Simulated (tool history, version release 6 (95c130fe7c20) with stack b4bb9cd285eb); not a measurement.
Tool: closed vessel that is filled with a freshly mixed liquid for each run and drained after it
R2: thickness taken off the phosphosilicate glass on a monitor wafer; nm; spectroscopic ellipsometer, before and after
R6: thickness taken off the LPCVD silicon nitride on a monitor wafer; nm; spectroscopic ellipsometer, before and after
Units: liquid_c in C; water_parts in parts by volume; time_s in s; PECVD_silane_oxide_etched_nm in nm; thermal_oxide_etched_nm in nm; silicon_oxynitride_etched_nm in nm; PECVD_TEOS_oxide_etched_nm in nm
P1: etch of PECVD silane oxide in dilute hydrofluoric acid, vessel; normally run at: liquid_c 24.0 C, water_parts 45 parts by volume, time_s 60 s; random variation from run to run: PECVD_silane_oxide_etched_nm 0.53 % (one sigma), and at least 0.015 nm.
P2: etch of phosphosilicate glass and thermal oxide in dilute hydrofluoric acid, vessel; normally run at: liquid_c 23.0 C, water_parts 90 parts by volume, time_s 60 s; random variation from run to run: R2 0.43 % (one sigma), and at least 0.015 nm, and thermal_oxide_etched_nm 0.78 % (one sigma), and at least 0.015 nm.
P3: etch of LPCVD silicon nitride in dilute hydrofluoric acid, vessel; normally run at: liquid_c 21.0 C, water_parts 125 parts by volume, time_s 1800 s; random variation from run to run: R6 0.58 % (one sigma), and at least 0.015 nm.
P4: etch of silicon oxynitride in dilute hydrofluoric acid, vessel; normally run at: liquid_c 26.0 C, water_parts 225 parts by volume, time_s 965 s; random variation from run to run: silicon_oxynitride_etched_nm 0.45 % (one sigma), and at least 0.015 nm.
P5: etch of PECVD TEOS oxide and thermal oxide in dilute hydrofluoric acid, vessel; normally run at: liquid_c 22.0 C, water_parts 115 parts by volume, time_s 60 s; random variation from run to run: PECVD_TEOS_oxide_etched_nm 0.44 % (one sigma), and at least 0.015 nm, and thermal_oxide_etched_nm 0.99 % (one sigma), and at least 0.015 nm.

{"run": 1, "hour": 16.3, "process": "P1", "liquid_c": 24.0, "water_parts": 45, "time_s": 60, "PECVD_silane_oxide_etched_nm": 46.057}
{"run": 2, "hour": 26.9, "process": "P2", "liquid_c": 23.0, "water_parts": 160, "time_s": 60, "R2": 23.26, "thermal_oxide_etched_nm": 1.6588}
{"run": 3, "hour": 42.5, "process": "P4", "liquid_c": 21.0, "water_parts": 225, "time_s": 965, "silicon_oxynitride_etched_nm": 6.7584}
{"run": 4, "hour": 51.0, "process": "P5", "liquid_c": 22.0, "water_parts": 60, "time_s": 60, "thermal_oxide_etched_nm": 4.3858, "PECVD_TEOS_oxide_etched_nm": 27.178}
{"run": 5, "hour": 65.5, "process": "P1", "liquid_c": 24.0, "water_parts": 45, "time_s": 30, "PECVD_silane_oxide_etched_nm": 22.935}
{"run": 6, "hour": 79.1, "process": "P1", "liquid_c": 24.0, "water_parts": 20, "time_s": 60, "PECVD_silane_oxide_etched_nm": 107.47}
{"run": 7, "hour": 92.7, "process": "P3", "liquid_c": 21.0, "water_parts": 125, "time_s": 1800, "R6": 6.5822}
{"run": 8, "hour": 109.8, "process": "P1", "liquid_c": 24.0, "water_parts": 70, "time_s": 90, "PECVD_silane_oxide_etched_nm": 42.852}
{"run": 9, "hour": 126.9, "process": "P4", "liquid_c": 26.0, "water_parts": 330, "time_s": 965, "silicon_oxynitride_etched_nm": 5.3211}
{"run": 10, "hour": 140.8, "process": "P1", "liquid_c": 24.0, "water_parts": 45, "time_s": 60, "PECVD_silane_oxide_etched_nm": 45.788}
{"run": 11, "hour": 151.9, "process": "P1", "liquid_c": 24.0, "water_parts": 45, "time_s": 60, "PECVD_silane_oxide_etched_nm": 45.506}
{"run": 12, "hour": 161.8, "process": "P3", "liquid_c": 21.0, "water_parts": 80, "time_s": 1800, "R6": 10.009}
{"run": 13, "hour": 171.5, "process": "P5", "liquid_c": 18.0, "water_parts": 115, "time_s": 60, "thermal_oxide_etched_nm": 1.8097, "PECVD_TEOS_oxide_etched_nm": 11.45}
{"run": 14, "hour": 185.8, "process": "P5", "liquid_c": 22.0, "water_parts": 115, "time_s": 30, "thermal_oxide_etched_nm": 1.0413, "PECVD_TEOS_oxide_etched_nm": 6.6146}
{"run": 15, "hour": 201.3, "process": "P1", "liquid_c": 19.5, "water_parts": 45, "time_s": 60, "PECVD_silane_oxide_etched_nm": 38.124}
{"run": 16, "hour": 209.2, "process": "P1", "liquid_c": 24.0, "water_parts": 70, "time_s": 60, "PECVD_silane_oxide_etched_nm": 28.538}
{"run": 17, "hour": 224.2, "process": "P5", "liquid_c": 22.0, "water_parts": 115, "time_s": 60, "thermal_oxide_etched_nm": 2.152, "PECVD_TEOS_oxide_etched_nm": 13.336}
{"run": 18, "hour": 235.9, "process": "P4", "liquid_c": 26.0, "water_parts": 225, "time_s": 965, "silicon_oxynitride_etched_nm": 8.4407}
{"run": 19, "hour": 251.4, "process": "P1", "liquid_c": 24.0, "water_parts": 45, "time_s": 120, "PECVD_silane_oxide_etched_nm": 91.299}
{"run": 20, "hour": 267.6, "process": "P3", "liquid_c": 21.0, "water_parts": 125, "time_s": 1800, "R6": 6.5804}
{"run": 21, "hour": 277.2, "process": "P1", "liquid_c": 24.0, "water_parts": 30, "time_s": 35, "PECVD_silane_oxide_etched_nm": 41.282}
{"run": 22, "hour": 294.3, "process": "P1", "liquid_c": 24.0, "water_parts": 45, "time_s": 60, "PECVD_silane_oxide_etched_nm": 46.444}
{"run": 23, "hour": 303.7, "process": "P1", "liquid_c": 29.0, "water_parts": 45, "time_s": 60, "PECVD_silane_oxide_etched_nm": 56.367}
{"run": 24, "hour": 312.1, "process": "P4", "liquid_c": 26.0, "water_parts": 225, "time_s": 375, "silicon_oxynitride_etched_nm": 3.2988}
{"run": 25, "hour": 321.0, "process": "P2", "liquid_c": 19.0, "water_parts": 90, "time_s": 60, "R2": 38.1, "thermal_oxide_etched_nm": 2.6988}
{"hour": 327.6, "done": "thermometer replaced"}
{"run": 26, "hour": 336.7, "process": "P1", "liquid_c": 24.0, "water_parts": 45, "time_s": 60, "PECVD_silane_oxide_etched_nm": 46.221}
{"run": 27, "hour": 349.1, "process": "P1", "liquid_c": 24.0, "water_parts": 45, "time_s": 60, "PECVD_silane_oxide_etched_nm": 46.7}
{"run": 28, "hour": 362.3, "process": "P2", "liquid_c": 23.0, "water_parts": 90, "time_s": 100, "R2": 75.283, "thermal_oxide_etched_nm": 5.2909}
{"run": 29, "hour": 375.7, "process": "P3", "liquid_c": 17.0, "water_parts": 125, "time_s": 1800, "R6": 5.0328}
{"run": 30, "hour": 383.7, "process": "P4", "liquid_c": 26.0, "water_parts": 225, "time_s": 965, "silicon_oxynitride_etched_nm": 8.4838}

Run 31 comes next. What will it give?
{"run": 31, "hour": 398.0, "process": "P2", "liquid_c": 23.0, "water_parts": 90, "time_s": 60, "R2": "?", "thermal_oxide_etched_nm": "?"}

Run 31 gave R2 44.734 nm, thermal_oxide_etched_nm 3.2296 nm.

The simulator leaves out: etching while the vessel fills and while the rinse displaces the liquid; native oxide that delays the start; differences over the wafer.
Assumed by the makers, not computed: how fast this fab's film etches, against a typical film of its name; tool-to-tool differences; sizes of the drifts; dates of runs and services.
